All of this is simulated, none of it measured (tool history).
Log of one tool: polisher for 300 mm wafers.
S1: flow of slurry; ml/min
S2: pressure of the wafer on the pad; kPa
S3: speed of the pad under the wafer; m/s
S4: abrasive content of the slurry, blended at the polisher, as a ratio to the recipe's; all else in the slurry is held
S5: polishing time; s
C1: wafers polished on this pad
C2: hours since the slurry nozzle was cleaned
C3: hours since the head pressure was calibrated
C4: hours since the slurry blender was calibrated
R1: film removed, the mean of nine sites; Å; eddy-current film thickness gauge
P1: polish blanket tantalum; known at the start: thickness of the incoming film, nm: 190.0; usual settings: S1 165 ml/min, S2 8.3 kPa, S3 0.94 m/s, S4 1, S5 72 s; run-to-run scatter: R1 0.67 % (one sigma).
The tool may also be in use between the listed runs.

run 1 hour=14 | S1=165 S2=8.3 S3=0.94 S4=1 S5=72 | C1=591 C2=537.8 C3=400.1 C4=153.2 | R1=725.63
-- hour=24.3 slurry nozzle cleaned
run 2 hour=28.3 | S1=220 S2=8.3 S3=0.94 S4=1 S5=72 | C1=723 C2=4 C3=414.4 C4=167.5 | R1=753.56
run 3 hour=41.6 | S1=165 S2=8.3 S3=0.58 S4=1 S5=72 | C1=847 C2=17.3 C3=427.7 C4=180.8 | R1=449.45
run 4 hour=51.4 | S1=240 S2=8.3 S3=0.94 S4=0.6 S5=72 | C1=938 C2=27.1 C3=437.5 C4=190.6 | R1=637.28
run 5 hour=61.3 | S1=165 S2=8.3 S3=0.94 S4=0.75 S5=72 | C1=1030 C2=37 C3=447.4 C4=200.5 | R1=661.91
run 6 hour=76.4 | S1=165 S2=4.1 S3=0.94 S4=1 S5=72 | C1=1170 C2=52.1 C3=462.5 C4=215.6 | R1=363.36
run 7 hour=90.3 | S1=165 S2=8.3 S3=0.94 S4=1.4 S5=72 | C1=1299 C2=66 C3=476.4 C4=229.5 | R1=789.07
-- hour=99.8 worn pad replaced by a new one
run 8 hour=102.3 | S1=165 S2=8.3 S3=1.3 S4=1 S5=72 | C1=23 C2=78 C3=488.4 C4=241.5 | R1=996.5
run 9 hour=111 | S1=165 S2=8.3 S3=0.94 S4=1 S5=72 | C1=104 C2=86.7 C3=497.1 C4=250.2 | R1=717.19
run 10 hour=122 | S1=100 S2=8.3 S3=0.94 S4=1 S5=72 | C1=206 C2=97.7 C3=508.1 C4=261.2 | R1=660.8
run 11 hour=134.7 | S1=165 S2=8.3 S3=0.94 S4=1 S5=95 | C1=324 C2=110.4 C3=520.8 C4=273.9 | R1=958.69
run 12 hour=152.4 | S1=165 S2=8.3 S3=0.94 S4=1 S5=44 | C1=488 C2=128.1 C3=538.5 C4=291.6 | R1=439.46
run 13 hour=162.1 | S1=165 S2=8.3 S3=0.94 S4=1 S5=72 | C1=578 C2=137.8 C3=548.2 C4=301.3 | R1=721.09
run 14 hour=172.5 | S1=260 S2=8.3 S3=0.94 S4=0.65 S5=72 | C1=675 C2=148.2 C3=558.6 C4=311.7 | R1=670.52
run 15 hour=189.2 | S1=165 S2=8.3 S3=0.94 S4=1 S5=72 | C1=830 C2=164.9 C3=575.3 C4=328.4 | R1=725.35
run 16 hour=202.7 | S1=100 S2=8.3 S3=0.94 S4=1.35 S5=72 | C1=955 C2=178.4 C3=588.8 C4=341.9 | R1=712.28
run 17 hour=213.2 | S1=165 S2=11.7 S3=0.94 S4=1 S5=72 | C1=1053 C2=188.9 C3=599.3 C4=352.4 | R1=1028.5
run 18 hour=221.3 | S1=165 S2=8.3 S3=0.94 S4=1 S5=72 | C1=1128 C2=197 C3=607.4 C4=360.5 | R1=720.87
run 19 hour=232.9 | S1=165 S2=8.3 S3=0.94 S4=1 S5=72 | C1=1236 C2=208.6 C3=619 C4=372.1 | R1=712.01

The next listed run, before its measurement:
run 20 hour=250.5 | S1=165 S2=8.3 S3=0.94 S4=1 S5=72 | C1=1399 C2=226.2 C3=636.6 C4=389.7 | R1=?

{"run 20": {"R1": 681.47}}
